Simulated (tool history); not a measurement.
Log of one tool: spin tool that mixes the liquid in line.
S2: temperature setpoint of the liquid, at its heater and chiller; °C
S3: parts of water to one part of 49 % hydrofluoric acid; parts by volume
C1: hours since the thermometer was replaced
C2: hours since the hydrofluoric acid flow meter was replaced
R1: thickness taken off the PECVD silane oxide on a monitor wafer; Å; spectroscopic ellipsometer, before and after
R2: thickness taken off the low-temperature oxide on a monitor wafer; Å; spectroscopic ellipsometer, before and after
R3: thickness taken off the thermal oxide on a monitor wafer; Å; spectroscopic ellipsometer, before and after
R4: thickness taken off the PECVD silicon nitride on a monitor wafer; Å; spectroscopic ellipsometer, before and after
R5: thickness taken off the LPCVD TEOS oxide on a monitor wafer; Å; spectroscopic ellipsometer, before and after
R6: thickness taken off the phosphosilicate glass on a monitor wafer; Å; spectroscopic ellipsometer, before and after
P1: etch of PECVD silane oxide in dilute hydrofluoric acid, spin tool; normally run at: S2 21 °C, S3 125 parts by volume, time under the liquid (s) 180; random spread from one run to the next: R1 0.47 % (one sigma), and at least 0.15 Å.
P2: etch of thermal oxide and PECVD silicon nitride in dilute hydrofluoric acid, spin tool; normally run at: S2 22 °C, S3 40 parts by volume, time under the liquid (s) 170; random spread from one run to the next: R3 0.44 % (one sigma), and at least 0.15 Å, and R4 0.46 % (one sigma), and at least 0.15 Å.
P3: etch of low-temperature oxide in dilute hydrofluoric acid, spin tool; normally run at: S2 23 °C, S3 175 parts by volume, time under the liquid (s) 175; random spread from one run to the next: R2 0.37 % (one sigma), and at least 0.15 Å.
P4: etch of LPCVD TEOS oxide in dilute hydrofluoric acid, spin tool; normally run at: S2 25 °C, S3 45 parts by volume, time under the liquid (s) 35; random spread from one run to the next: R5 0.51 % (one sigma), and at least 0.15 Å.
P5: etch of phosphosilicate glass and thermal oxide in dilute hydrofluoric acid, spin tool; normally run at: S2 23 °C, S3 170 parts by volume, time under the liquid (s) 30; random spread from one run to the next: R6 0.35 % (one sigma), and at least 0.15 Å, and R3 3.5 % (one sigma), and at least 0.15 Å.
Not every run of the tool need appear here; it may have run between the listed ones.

Run 1, hour 10.1: process that ran P1, S2 21 °C, S3 125 parts by volume, time under the liquid (s) 180; C1 608.4; C2 196.6. Result: R1 230.94 Å.
Run 2, hour 17.1: process that ran P1, S2 27 °C, S3 125 parts by volume, time under the liquid (s) 310; C1 615.4; C2 203.6. Result: R1 502.06 Å.
Run 3, hour 30.5: process that ran P3, S2 23 °C, S3 175 parts by volume, time under the liquid (s) 40; C1 628.8; C2 217. Result: R2 28.038 Å.
Run 4, hour 41.3: process that ran P2, S2 22 °C, S3 40 parts by volume, time under the liquid (s) 170; C1 639.6; C2 227.8. Result: R3 196.69 Å, R4 86.375 Å.
Run 5, hour 50.4: process that ran P1, S2 21 °C, S3 40 parts by volume, time under the liquid (s) 180; C1 648.7; C2 236.9. Result: R1 795.3 Å.
Run 6, hour 63.7: process that ran P4, S2 25 °C, S3 45 parts by volume, time under the liquid (s) 35; C1 662; C2 250.2. Result: R5 144.39 Å.
Run 7, hour 71.8: process that ran P3, S2 31 °C, S3 175 parts by volume, time under the liquid (s) 175; C1 670.1; C2 258.3. Result: R2 164.08 Å.
At hour 76.8: thermometer replaced.
Run 8, hour 81.3: process that ran P1, S2 21 °C, S3 190 parts by volume, time under the liquid (s) 300; C1 4.5; C2 267.8. Result: R1 236.35 Å.
Run 9, hour 91.8: process that ran P1, S2 21 °C, S3 125 parts by volume, time under the liquid (s) 180; C1 15; C2 278.3. Result: R1 229.63 Å.
Run 10, hour 101.4: process that ran P1, S2 27.5 °C, S3 125 parts by volume, time under the liquid (s) 180; C1 24.6; C2 287.9. Result: R1 298.12 Å.
Run 11, hour 113.5: process that ran P3, S2 23 °C, S3 175 parts by volume, time under the liquid (s) 175; C1 36.7; C2 300. Result: R2 122.27 Å.
Run 12, hour 121.2: process that ran P5, S2 17 °C, S3 170 parts by volume, time under the liquid (s) 30; C1 44.4; C2 307.7. Result: R3 6.8387 Å, R6 153.7 Å.
Run 13, hour 130.5: process that ran P1, S2 17 °C, S3 125 parts by volume, time under the liquid (s) 90; C1 53.7; C2 317. Result: R1 98.085 Å.
Run 14, hour 139.2: process that ran P1, S2 21 °C, S3 125 parts by volume, time under the liquid (s) 180; C1 62.4; C2 325.7. Result: R1 231.22 Å.
Run 15, hour 146.9: process that ran P5, S2 23 °C, S3 170 parts by volume, time under the liquid (s) 15; C1 70.1; C2 333.4. Result: R3 3.9132 Å, R6 97.688 Å.
Run 16, hour 154.3: process that ran P2, S2 22 °C, S3 40 parts by volume, time under the liquid (s) 15; C1 77.5; C2 340.8. Result: R3 17.073 Å, R4 7.7899 Å.
Run 17, hour 163.1: process that ran P1, S2 21 °C, S3 125 parts by volume, time under the liquid (s) 35; C1 86.3; C2 349.6. Result: R1 45.079 Å.
Run 18, hour 175: process that ran P3, S2 23 °C, S3 295 parts by volume, time under the liquid (s) 175; C1 98.2; C2 361.5. Result: R2 64.013 Å.
Run 19, hour 185.1: process that ran P1, S2 21 °C, S3 190 parts by volume, time under the liquid (s) 180; C1 108.3; C2 371.6. Result: R1 140.68 Å.
Run 20, hour 196: process that ran P4, S2 25 °C, S3 45 parts by volume, time under the liquid (s) 60; C1 119.2; C2 382.5. Result: R5 247.27 Å.
Run 21, hour 208.1: process that ran P5, S2 23 °C, S3 100 parts by volume, time under the liquid (s) 30; C1 131.3; C2 394.6. Result: R3 15.275 Å, R6 356.41 Å.
Run 22, hour 219.6: process that ran P5, S2 23 °C, S3 170 parts by volume, time under the liquid (s) 30; C1 142.8; C2 406.1. Result: R3 8.3701 Å, R6 196.14 Å.
Run 23, hour 227.6: process that ran P4, S2 25 °C, S3 20 parts by volume, time under the liquid (s) 35; C1 150.8; C2 414.1. Result: R5 335.15 Å.
Run 24, hour 236.8: process that ran P2, S2 17.5 °C, S3 40 parts by volume, time under the liquid (s) 170; C1 160; C2 423.3. Result: R3 161.64 Å, R4 63.087 Å.
Run 25, hour 245.6: process that ran P2, S2 22 °C, S3 40 parts by volume, time under the liquid (s) 170; C1 168.8; C2 432.1. Result: R3 195.75 Å, R4 86.264 Å.
Run 26, hour 253.7: process that ran P4, S2 33 °C, S3 45 parts by volume, time under the liquid (s) 35; C1 176.9; C2 440.2. Result: R5 198.98 Å.
Run 27, hour 265.3: process that ran P1, S2 21 °C, S3 125 parts by volume, time under the liquid (s) 275; C1 188.5; C2 451.8. Result: R1 349.69 Å.
Run 28, hour 273.7: process that ran P2, S2 22 °C, S3 20 parts by volume, time under the liquid (s) 170; C1 196.9; C2 460.2. Result: R3 399.48 Å, R4 167.24 Å.
Run 29, hour 280.2: process that ran P1, S2 17 °C, S3 125 parts by volume, time under the liquid (s) 180; C1 203.4; C2 466.7. Result: R1 197.64 Å.
Run 30, hour 288.2: process that ran P1, S2 21 °C, S3 125 parts by volume, time under the liquid (s) 180; C1 211.4; C2 474.7. Result: R1 231.07 Å.
Run 31, hour 296.4: process that ran P1, S2 21 °C, S3 125 parts by volume, time under the liquid (s) 180; C1 219.6; C2 482.9. Result: R1 229.07 Å.
Run 32, hour 308.5: process that ran P1, S2 21 °C, S3 125 parts by volume, time under the liquid (s) 180; C1 231.7; C2 495. Result: R1 235.63 Å.
Run 33, hour 317.3: process that ran P1, S2 21 °C, S3 125 parts by volume, time under the liquid (s) 180; C1 240.5; C2 503.8. Result: R1 238.47 Å.
Run 34, hour 328.2: process that ran P1, S2 21 °C, S3 125 parts by volume, time under the liquid (s) 180; C1 251.4; C2 514.7. Result: R1 238.03 Å.
Run 35, hour 339.8: process that ran P1, S2 21 °C, S3 125 parts by volume, time under the liquid (s) 180; C1 263; C2 526.3. Result: R1 242.65 Å.
Run 36, hour 348.1: process that ran P1, S2 21 °C, S3 125 parts by volume, time under the liquid (s) 180; C1 271.3; C2 534.6. Result: R1 242.55 Å.
Run 37, hour 357.1: process that ran P1, S2 21 °C, S3 125 parts by volume, time under the liquid (s) 180; C1 280.3; C2 543.6. Result: R1 243.36 Å.
Run 38, hour 369.3: process that ran P1, S2 21 °C, S3 125 parts by volume, time under the liquid (s) 180; C1 292.5; C2 555.8. Result: R1 243.64 Å.
Run 39, hour 377.1: process that ran P1, S2 21 °C, S3 125 parts by volume, time under the liquid (s) 180; C1 300.3; C2 563.6. Result: R1 245.78 Å.
Run 40, hour 389.9: process that ran P1, S2 21 °C, S3 125 parts by volume, time under the liquid (s) 180; C1 313.1; C2 576.4. Result: R1 241.42 Å.
Run 41, hour 401.7: process that ran P1, S2 21 °C, S3 125 parts by volume, time under the liquid (s) 180; C1 324.9; C2 588.2. Result: R1 243.14 Å.
Run 42, hour 410.6: process that ran P1, S2 21 °C, S3 125 parts by volume, time under the liquid (s) 180; C1 333.8; C2 597.1. Result: R1 243.75 Å.

The output of P1 has drifted from where it used to be. Each of the 2 causes below, taken at the size shown beside it, accounts for the log equally well:
A: hydrofluoric acid flow above the setpoint (%) = 5.48
B: liquid hotter than its thermometer reads (K) = 1.53
Creep in the process output first set in at about hour 296.4.

Which of the check runs below tells the causes apart, meaning the causes would give it clearly different results? Each run uses 3 wafers whose results are averaged, and each result is shown as a question mark.
Run check 1, hour 419.5: process that ran P4, S2 28.5 °C, S3 45 parts by volume, time under the liquid (s) 45. Result: R5 ?.
Run check 2, hour 419.5: process that ran P5, S2 17 °C, S3 120 parts by volume, time under the liquid (s) 30. Result: R3 ?, R6 ?.
Run check 3, hour 419.5: process that ran P2, S2 17.5 °C, S3 40 parts by volume, time under the liquid (s) 35. Result: R3 ?, R4 ?.
Run check 4, hour 419.5: process that ran P3, S2 23 °C, S3 175 parts by volume, time under the liquid (s) 70. Result: R2 ?.

What each check would give under each cause:
  check  result    if A    if B
check 1      R5  226.44   227.3
check 2      R3  9.9032  9.9401
check 2      R6  242.87  243.77
check 3      R3  35.224  35.598
check 3      R4  13.629  14.422
check 4      R2   52.23  51.938
Smallest distance between any two causes, each pair judged by its most separating result, in per cent: check 1 0.38 %; check 2 0.37 %; check 3 5.66 %; check 4 0.56 %
Only in check 3 would the causes give clearly different results; in the remaining checks their results would be nearly the same.

With check 3 done, the readings were: R3 35.5 Å; R4 14.224 Å. Identify which of the listed causes applies.

It is B: liquid hotter than its thermometer reads (K).
